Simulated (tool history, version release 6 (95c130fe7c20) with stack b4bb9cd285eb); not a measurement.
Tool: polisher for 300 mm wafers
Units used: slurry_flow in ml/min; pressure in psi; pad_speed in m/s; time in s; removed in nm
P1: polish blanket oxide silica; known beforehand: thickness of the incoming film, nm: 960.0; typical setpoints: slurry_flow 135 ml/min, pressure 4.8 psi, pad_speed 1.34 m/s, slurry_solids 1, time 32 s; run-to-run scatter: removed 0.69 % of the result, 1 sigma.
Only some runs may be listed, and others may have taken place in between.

run,hour,slurry_flow,pressure,pad_speed,slurry_solids,time,wafers polished on this pad,hours since the slurry nozzle was cleaned,hours since the head pressure was calibrated,hours since the slurry blender was calibrated,hours since the conditioning disc was replaced,removed
1,8.6,135,4.8,1.34,1,32,395,240.2,106.8,179.2,35,146.6
2,17.3,135,4.8,1.34,1.35,32,475,248.9,115.5,187.9,43.7,163.68
3,31.4,135,4.8,2.06,1,32,604,263,129.6,202,57.8,206.16
# hour 39.6: slurry blender recalibrated
4,44.5,135,4.8,1.34,1,22,724,276.1,142.7,4.9,70.9,100.3
5,54.9,210,4.8,1.34,1,32,819,286.5,153.1,15.3,81.3,156.39
6,64.9,135,4.8,1.34,1,32,911,296.5,163.1,25.3,91.3,147.15
7,76.4,135,4.8,1.34,1,32,1016,308,174.6,36.8,102.8,146.23
8,87.6,135,4.8,1.34,1,32,1119,319.2,185.8,48,114,146.61
9,101,90,4.8,1.34,1,32,1242,332.6,199.2,61.4,127.4,133.83
10,109.9,135,4.8,1.34,1,48,1323,341.5,208.1,70.3,136.3,218.82
11,122.4,135,4.8,1.34,0.65,32,1438,354,220.6,82.8,148.8,116.6
12,133.1,135,4.8,1.34,1,32,1536,364.7,231.3,93.5,159.5,147.52
# hour 135.5: slurry nozzle cleaned
13,141.2,105,4.8,1.66,1,32,1610,5.8,239.4,101.6,167.6,163

Estimate the outcome of run 14 from the log above:
14,155.9,135,4.8,1.34,1,32,1745,20.5,254.1,116.3,182.3,?

removed: 144.05 nm
